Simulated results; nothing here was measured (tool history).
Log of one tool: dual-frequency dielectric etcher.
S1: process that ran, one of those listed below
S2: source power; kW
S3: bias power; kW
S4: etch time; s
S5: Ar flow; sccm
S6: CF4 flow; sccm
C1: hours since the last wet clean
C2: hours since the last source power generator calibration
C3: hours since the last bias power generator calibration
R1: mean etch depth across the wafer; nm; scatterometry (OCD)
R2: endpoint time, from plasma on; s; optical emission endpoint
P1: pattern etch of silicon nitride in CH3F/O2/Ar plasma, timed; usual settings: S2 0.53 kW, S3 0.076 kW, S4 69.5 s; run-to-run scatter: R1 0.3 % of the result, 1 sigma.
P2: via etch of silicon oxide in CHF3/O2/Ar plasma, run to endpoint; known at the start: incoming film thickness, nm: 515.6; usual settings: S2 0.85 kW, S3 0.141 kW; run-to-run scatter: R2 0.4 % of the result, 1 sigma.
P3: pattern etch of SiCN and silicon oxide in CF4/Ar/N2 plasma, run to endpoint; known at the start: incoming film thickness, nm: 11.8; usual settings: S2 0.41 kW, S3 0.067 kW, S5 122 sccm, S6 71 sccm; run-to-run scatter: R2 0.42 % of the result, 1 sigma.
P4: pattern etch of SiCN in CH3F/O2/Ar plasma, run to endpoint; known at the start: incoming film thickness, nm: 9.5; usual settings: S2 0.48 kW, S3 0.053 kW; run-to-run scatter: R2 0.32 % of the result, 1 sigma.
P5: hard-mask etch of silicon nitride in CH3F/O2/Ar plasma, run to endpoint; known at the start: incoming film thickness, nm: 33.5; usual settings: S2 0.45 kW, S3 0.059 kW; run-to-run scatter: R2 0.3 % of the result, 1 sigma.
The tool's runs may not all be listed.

run,hour,S1,S2,S3,S4,S5,S6,C1,C2,C3,R1,R2
1,13.1,P1,0.53,0.076,69.5,,,194.4,503.3,607.4,55.877,
2,20.4,P1,0.53,0.076,89,,,201.7,510.6,614.7,71.645,
3,30,P1,0.53,0.076,69.5,,,211.3,520.2,624.3,56.05,
4,39.7,P2,1.04,0.141,,,,221,529.9,634,,229.11
5,53.5,P1,0.63,0.076,44,,,234.8,543.7,647.8,37.761,
6,65.7,P3,0.41,0.067,,122,71,247,555.9,660,,15.74
7,74.8,P1,0.73,0.076,69.5,,,256.1,565,669.1,63.209,
8,86.3,P1,0.43,0.076,69.5,,,267.6,576.5,680.6,51.636,
9,95,P3,0.41,0.067,,122,97,276.3,585.2,689.3,,15.209
10,104.8,P5,0.45,0.059,,,,286.1,595,699.1,,49.625
11,118.1,P1,0.53,0.076,69.5,,,299.4,608.3,712.4,55.707,
12,126.4,P1,0.53,0.076,39.5,,,307.7,616.6,720.7,31.696,
13,138.4,P5,0.36,0.059,,,,319.7,628.6,732.7,,53.686
14,145,P4,0.36,0.053,,,,326.3,635.2,739.3,,29.1
15,153.7,P3,0.41,0.067,,73,71,335,643.9,748,,14.627
16,160.6,P1,0.53,0.06,69.5,,,341.9,650.8,754.9,51.475,
17,173,P4,0.48,0.039,,,,354.3,663.2,767.3,,28.542
18,181.7,P1,0.53,0.076,69.5,,,363,671.9,776,55.892,
19,192.4,P2,0.85,0.101,,,,373.7,682.6,786.7,,275.02
20,203.9,P2,0.85,0.141,,,,385.2,694.1,798.2,,248.32
21,210.2,P1,0.33,0.102,69.5,,,391.5,700.4,804.5,51.851,
22,219.6,P5,0.45,0.083,,,,400.9,709.8,813.9,,43.978
23,230.7,P4,0.48,0.053,,,,412,720.9,825,,26.045
24,243.5,P3,0.49,0.067,,122,71,424.8,733.7,837.8,,13.445
25,254.5,P3,0.41,0.047,,122,71,435.8,744.7,848.8,,17.757
26,260.6,P1,0.53,0.091,69.5,,,441.9,750.8,854.9,59.349,
27,272.2,P1,0.53,0.076,69.5,,,453.5,762.4,866.5,55.916,
28,284.9,P1,0.53,0.076,69.5,,,466.2,775.1,879.2,55.73,

The next listed run, before its measurement:
29,293.6,P1,0.53,0.076,69.5,,,474.9,783.8,887.9,?,

{"run 29": {"R1": 55.842}}

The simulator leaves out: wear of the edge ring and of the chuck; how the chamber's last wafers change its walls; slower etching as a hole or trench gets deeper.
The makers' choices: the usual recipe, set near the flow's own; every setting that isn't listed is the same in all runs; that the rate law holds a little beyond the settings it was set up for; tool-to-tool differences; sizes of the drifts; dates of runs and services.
